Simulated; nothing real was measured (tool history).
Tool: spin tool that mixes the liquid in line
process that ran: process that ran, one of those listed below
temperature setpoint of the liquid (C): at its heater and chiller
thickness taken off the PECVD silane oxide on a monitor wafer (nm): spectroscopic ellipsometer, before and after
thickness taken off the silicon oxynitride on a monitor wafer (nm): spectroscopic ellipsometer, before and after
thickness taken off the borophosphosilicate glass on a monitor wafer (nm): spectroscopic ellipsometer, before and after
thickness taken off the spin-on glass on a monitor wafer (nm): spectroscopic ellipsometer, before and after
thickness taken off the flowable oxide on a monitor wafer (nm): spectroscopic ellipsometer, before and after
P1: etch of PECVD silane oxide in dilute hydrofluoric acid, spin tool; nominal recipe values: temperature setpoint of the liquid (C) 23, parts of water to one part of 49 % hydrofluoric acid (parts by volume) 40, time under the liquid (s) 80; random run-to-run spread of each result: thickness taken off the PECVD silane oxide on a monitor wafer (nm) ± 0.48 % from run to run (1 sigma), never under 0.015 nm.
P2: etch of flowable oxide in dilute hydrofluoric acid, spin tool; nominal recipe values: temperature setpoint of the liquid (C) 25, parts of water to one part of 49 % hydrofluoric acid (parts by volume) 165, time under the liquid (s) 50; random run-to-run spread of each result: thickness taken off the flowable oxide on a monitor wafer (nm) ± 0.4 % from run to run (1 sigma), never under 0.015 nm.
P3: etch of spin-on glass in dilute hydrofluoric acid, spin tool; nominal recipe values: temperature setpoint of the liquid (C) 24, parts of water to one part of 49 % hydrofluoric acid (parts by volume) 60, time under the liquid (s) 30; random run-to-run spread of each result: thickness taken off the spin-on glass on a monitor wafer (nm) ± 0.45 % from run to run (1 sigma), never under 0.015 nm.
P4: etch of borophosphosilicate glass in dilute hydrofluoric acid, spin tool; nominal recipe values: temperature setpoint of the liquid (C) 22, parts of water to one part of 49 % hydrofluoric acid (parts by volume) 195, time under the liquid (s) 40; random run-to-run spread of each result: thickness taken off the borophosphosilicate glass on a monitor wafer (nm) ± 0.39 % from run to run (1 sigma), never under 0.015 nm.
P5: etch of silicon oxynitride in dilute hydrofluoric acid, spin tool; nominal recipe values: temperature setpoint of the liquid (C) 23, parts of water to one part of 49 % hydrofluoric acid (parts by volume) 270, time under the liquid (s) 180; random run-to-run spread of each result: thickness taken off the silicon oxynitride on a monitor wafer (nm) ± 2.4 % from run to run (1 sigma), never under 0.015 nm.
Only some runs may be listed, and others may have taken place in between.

run   hour  process that ran  temperature setpoint of the liquid (C)  parts of water to one part of 49 % hydrofluoric acid (parts by volume)  time under the liquid (s)  hours since the thermometer was replaced  hours since the hydrofluoric acid flow meter was replaced  thickness taken off the PECVD silane oxide on a monitor wafer (nm)  thickness taken off the silicon oxynitride on a monitor wafer (nm)  thickness taken off the borophosphosilicate glass on a monitor wafer (nm)  thickness taken off the spin-on glass on a monitor wafer (nm)  thickness taken off the flowable oxide on a monitor wafer (nm)
  1   11.3                P1                                      23                                                                      40                         80                                     406.4                                                        272                                                              49.237
  2   20.8                P1                                      23                                                                      40                         80                                     415.9                                                      281.5                                                              48.982
  3     29                P1                                      23                                                                      40                         80                                     424.1                                                      289.7                                                               49.24
  4   42.6                P1                                      23                                                                      40                         80                                     437.7                                                      303.3                                                              48.897
  5   54.6                P1                                      23                                                                      40                        130                                     449.7                                                      315.3                                                              79.459
  6   70.6                P5                                      23                                                                      75                        180                                     465.7                                                      331.3                                                                                                                                  4.1424
  7   88.6                P4                                      22                                                                     345                         40                                     483.7                                                      349.3                                                                                                                                                                                                             2.8869
  8  104.1                P1                                      23                                                                      65                         80                                     499.2                                                      364.8                                                              29.395
  9  122.7                P1                                      23                                                                      40                         20                                     517.8                                                      383.4                                                              12.159
 10  135.3                P1                                      23                                                                      20                         80                                     530.4                                                        396                                                               100.8
     144.1  -- thermometer replaced
 11  154.1                P5                                      23                                                                     270                        180                                      10.1                                                      414.8                                                                                                                                 0.99202
 12  169.8                P1                                      17                                                                      40                         80                                      25.8                                                      430.5                                                              37.927
 13  179.3                P3                                      24                                                                      60                         30                                      35.3                                                        440                                                                                                                                                                                                                                                                            15.388
 14    188                P5                                      23                                                                     270                        360                                        44                                                      448.7                                                                                                                                  2.0487
 15  204.1                P4                                    26.5                                                                     195                         40                                      60.1                                                      464.8                                                                                                                                                                                                             7.0182
 16  212.7                P2                                      25                                                                     165                         50                                      68.7                                                      473.4                                                                                                                                                                                                                                                                                                                                            8.8039
 17  228.3                P3                                    28.5                                                                      60                         30                                      84.3                                                        489                                                                                                                                                                                                                                                                            18.293
 18  246.5                P1                                      23                                                                      70                         15                                     102.5                                                      507.2                                                              5.0302
 19  256.5                P2                                      25                                                                      35                         50                                     112.5                                                      517.2                                                                                                                                                                                                                                                                                                                                            48.775
 20  268.7                P3                                      24                                                                      60                         55                                     124.7                                                      529.4                                                                                                                                                                                                                                                                            27.911
 21  277.3                P4                                      22                                                                     195                         80                                     133.3                                                        538                                                                                                                                                                                                               11.9
 22  290.4                P1                                      23                                                                      20                        115                                     146.4                                                      551.1                                                              144.56
 23  300.6                P1                                      23                                                                      40                         80                                     156.6                                                      561.3                                                              48.803
 24  318.6                P2                                      25                                                                     165                         85                                     174.6                                                      579.3                                                                                                                                                                                                                                                                                                                                            14.939
 25  335.6                P1                                      28                                                                      40                        130                                     191.6                                                      596.3                                                              97.746
 26  344.5                P2                                      32                                                                     165                         50                                     200.5                                                      605.2                                                                                                                                                                                                                                                                                                                                            11.242
 27  354.9                P3                                      24                                                                      95                         30                                     210.9                                                      615.6                                                                                                                                                                                                                                                                            9.2012
 28  370.5                P1                                      23                                                                      40                         80                                     226.5                                                      631.2                                                              48.827
 29  379.2                P5                                      23                                                                     270                        180                                     235.2                                                      639.9                                                                                                                                  1.0082
 30  396.2                P1                                      30                                                                      40                         80                                     252.2                                                      656.9                                                              65.372
 31  410.1                P4                                      22                                                                     195                         40                                     266.1                                                      670.8                                                                                                                                                                                                             5.9658
 32  426.9                P4                                      22                                                                     195                         40                                     282.9                                                      687.6                                                                                                                                                                                                             5.9472
 33  440.8                P5                                      17                                                                     270                        180                                     296.8                                                      701.5                                                                                                                                 0.79172
 34  453.2                P1                                      23                                                                      40                         80                                     309.2                                                      713.9                                                              49.071
 35  470.1                P1                                      23                                                                      40                         80                                     326.1                                                      730.8                                                              48.812
 36  485.6                P1                                      23                                                                      40                         80                                     341.6                                                      746.3                                                              47.359
 37  498.8                P1                                      23                                                                      40                         80                                     354.8                                                      759.5                                                              45.988
 38  516.1                P1                                      23                                                                      40                         80                                     372.1                                                      776.8                                                              45.793
 39    530                P1                                      23                                                                      40                         80                                       386                                                      790.7                                                               44.93
 40  543.4                P1                                      23                                                                      40                         80                                     399.4                                                      804.1                                                              44.782
 41  552.8                P1                                      23                                                                      40                         80                                     408.8                                                      813.5                                                              44.995
 42  567.1                P1                                      23                                                                      40                         80                                     423.1                                                      827.8                                                              44.689
 43  582.6                P1                                      23                                                                      40                         80                                     438.6                                                      843.3                                                              44.419
 44  594.5                P1                                      23                                                                      40                         80                                     450.5                                                      855.2                                                              44.276
 45  605.2                P1                                      23                                                                      40                         80                                     461.2                                                      865.9                                                              44.703

P1 no longer gives what it gave before; its output has crept away from where it was. The following 2 causes, each at its listed size, fit the log equally well:
A: hydrofluoric acid flow below the setpoint (%) = 9.1
B: liquid colder than its thermometer reads (K) = 2.39
The onset of the drift is placed at about hour 470.1.

Consider the 4 check runs below, whose results appear as question marks and each of which averages 2 wafers. Which one distinguishes the causes, in that each cause would give it a clearly different result?
check 1  615.9                P2                                      25                                                                      40                         65                                                                                                                                                                                                                                                                                                                                                                                                                                                      ?
check 2  615.9                P5                                    19.5                                                                     270                        350                                                                                                                                                                                                                                            ?
check 3  615.9                P4                                      22                                                                     295                         40                                                                                                                                                                                                                                                                                                                       ?
check 4  615.9                P3                                      27                                                                      60                         30                                                                                                                                                                                                                                                                                                                                                                                      ?

Outcome of each check run for each possible cause:
  check                                                                     result    if A    if B
check 1             thickness taken off the flowable oxide on a monitor wafer (nm)  49.632  49.706
check 2         thickness taken off the silicon oxynitride on a monitor wafer (nm)  1.5279  1.5312
check 3  thickness taken off the borophosphosilicate glass on a monitor wafer (nm)  3.1522   3.268
check 4              thickness taken off the spin-on glass on a monitor wafer (nm)  15.548  15.668
Per check, the gap between the least separated pair of causes, taken in the result that splits them most: check 1 0.15 %; check 2 0.21 %; check 3 3.61 %; check 4 0.77 %
Only in check 3 would the causes give clearly different results; in the remaining checks their results would be nearly the same.

The results of check 3 are: thickness taken off the borophosphosilicate glass on a monitor wafer (nm) 3.2661. Based on these, which of the listed causes is it?

The cause is B: liquid colder than its thermometer reads (K).
